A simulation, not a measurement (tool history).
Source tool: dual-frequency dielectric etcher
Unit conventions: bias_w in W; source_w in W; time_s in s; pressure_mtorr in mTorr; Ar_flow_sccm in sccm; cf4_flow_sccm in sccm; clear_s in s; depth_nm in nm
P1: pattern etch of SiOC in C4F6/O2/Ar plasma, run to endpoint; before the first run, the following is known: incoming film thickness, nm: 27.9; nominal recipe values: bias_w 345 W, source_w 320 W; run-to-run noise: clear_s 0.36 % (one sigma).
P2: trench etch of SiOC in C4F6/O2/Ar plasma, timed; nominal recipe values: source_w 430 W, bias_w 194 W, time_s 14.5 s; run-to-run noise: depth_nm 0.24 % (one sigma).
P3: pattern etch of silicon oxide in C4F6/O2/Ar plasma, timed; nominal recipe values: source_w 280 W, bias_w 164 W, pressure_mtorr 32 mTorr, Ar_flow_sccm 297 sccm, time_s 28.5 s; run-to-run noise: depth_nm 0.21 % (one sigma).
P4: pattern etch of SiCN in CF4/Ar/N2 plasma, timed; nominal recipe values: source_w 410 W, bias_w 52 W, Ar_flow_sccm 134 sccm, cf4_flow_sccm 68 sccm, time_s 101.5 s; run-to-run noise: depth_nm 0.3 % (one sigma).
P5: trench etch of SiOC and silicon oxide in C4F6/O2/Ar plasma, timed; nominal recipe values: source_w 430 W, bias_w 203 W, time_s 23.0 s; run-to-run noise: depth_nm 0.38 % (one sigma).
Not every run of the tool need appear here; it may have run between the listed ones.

run 1 hour=7.5 | process=P1 bias_w=345 source_w=320 | clear_s=11.779
run 2 hour=12.2 | process=P1 bias_w=345 source_w=320 | clear_s=11.765
run 3 hour=17.5 | process=P2 bias_w=156 source_w=430 time_s=14.5 | depth_nm=28.701
run 4 hour=25.2 | process=P2 bias_w=194 source_w=430 time_s=14.5 | depth_nm=30.754
run 5 hour=29.2 | process=P2 bias_w=194 source_w=250 time_s=14.5 | depth_nm=24.819
run 6 hour=37.1 | process=P3 bias_w=164 source_w=280 time_s=28.5 pressure_mtorr=32 Ar_flow_sccm=297 | depth_nm=76.188
run 7 hour=44.5 | process=P1 bias_w=205 source_w=320 | clear_s=14.090
run 8 hour=50.7 | process=P5 bias_w=122 source_w=430 time_s=23.0 | depth_nm=39.897
run 9 hour=58.1 | process=P1 bias_w=345 source_w=320 | clear_s=11.777
run 10 hour=61.8 | process=P1 bias_w=448 source_w=270 | clear_s=11.443
run 11 hour=68.0 | process=P3 bias_w=164 source_w=180 time_s=28.5 pressure_mtorr=32 Ar_flow_sccm=297 | depth_nm=64.354
run 12 hour=72.1 | process=P1 bias_w=413 source_w=320 | clear_s=10.998
run 13 hour=78.7 | process=P1 bias_w=419 source_w=380 | clear_s=10.273
run 14 hour=86.4 | process=P3 bias_w=164 source_w=280 time_s=28.5 pressure_mtorr=41 Ar_flow_sccm=297 | depth_nm=74.588
run 15 hour=94.3 | process=P5 bias_w=203 source_w=590 time_s=23.0 | depth_nm=52.387
run 16 hour=98.4 | process=P3 bias_w=164 source_w=280 time_s=21.0 pressure_mtorr=32 Ar_flow_sccm=297 | depth_nm=56.464
run 17 hour=104.8 | process=P4 bias_w=52 source_w=410 time_s=101.5 Ar_flow_sccm=134 cf4_flow_sccm=68 | depth_nm=69.709
run 18 hour=111.9 | process=P3 bias_w=219 source_w=280 time_s=28.5 pressure_mtorr=32 Ar_flow_sccm=297 | depth_nm=84.159
run 19 hour=119.2 | process=P4 bias_w=52 source_w=540 time_s=101.5 Ar_flow_sccm=134 cf4_flow_sccm=68 | depth_nm=88.643
run 20 hour=125.3 | process=P4 bias_w=52 source_w=410 time_s=144.5 Ar_flow_sccm=134 cf4_flow_sccm=68 | depth_nm=99.815
run 21 hour=131.4 | process=P5 bias_w=203 source_w=430 time_s=15.0 | depth_nm=30.444
run 22 hour=137.3 | process=P5 bias_w=203 source_w=430 time_s=23.0 | depth_nm=46.794
run 23 hour=142.7 | process=P1 bias_w=345 source_w=420 | clear_s=10.612
run 24 hour=150.3 | process=P1 bias_w=345 source_w=320 | clear_s=11.710
run 25 hour=157.3 | process=P4 bias_w=40 source_w=410 time_s=101.5 Ar_flow_sccm=134 cf4_flow_sccm=68 | depth_nm=64.581
run 26 hour=163.1 | process=P1 bias_w=237 source_w=220 | clear_s=15.320
run 27 hour=166.7 | process=P4 bias_w=52 source_w=410 time_s=101.5 Ar_flow_sccm=182 cf4_flow_sccm=68 | depth_nm=65.980
run 28 hour=173.6 | process=P2 bias_w=194 source_w=430 time_s=19.5 | depth_nm=41.388
run 29 hour=177.6 | process=P1 bias_w=345 source_w=320 | clear_s=11.746
run 30 hour=184.3 | process=P3 bias_w=164 source_w=280 time_s=28.5 pressure_mtorr=32 Ar_flow_sccm=234 | depth_nm=78.172
run 31 hour=190.0 | process=P1 bias_w=345 source_w=320 | clear_s=11.713
run 32 hour=196.6 | process=P2 bias_w=194 source_w=430 time_s=14.5 | depth_nm=30.676
run 33 hour=202.2 | process=P3 bias_w=164 source_w=280 time_s=28.5 pressure_mtorr=32 Ar_flow_sccm=297 | depth_nm=76.327
run 34 hour=210.2 | process=P4 bias_w=52 source_w=410 time_s=101.5 Ar_flow_sccm=134 cf4_flow_sccm=46 | depth_nm=65.060
run 35 hour=217.0 | process=P1 bias_w=345 source_w=220 | clear_s=13.544
run 36 hour=223.7 | process=P1 bias_w=345 source_w=320 | clear_s=11.798
run 37 hour=230.9 | process=P1 bias_w=345 source_w=320 | clear_s=11.830
run 38 hour=234.5 | process=P1 bias_w=345 source_w=320 | clear_s=11.865
run 39 hour=240.8 | process=P1 bias_w=345 source_w=320 | clear_s=11.912
-- hour=243.4 wet clean of the chamber
run 40 hour=247.0 | process=P1 bias_w=345 source_w=320 | clear_s=11.905
run 41 hour=252.8 | process=P1 bias_w=345 source_w=320 | clear_s=11.920
run 42 hour=256.5 | process=P1 bias_w=345 source_w=320 | clear_s=11.912

Predict the results of run 43:
run 43 hour=261.4 | process=P1 bias_w=345 source_w=320 | clear_s=?

Run 43 produced clear_s 12.002 s.
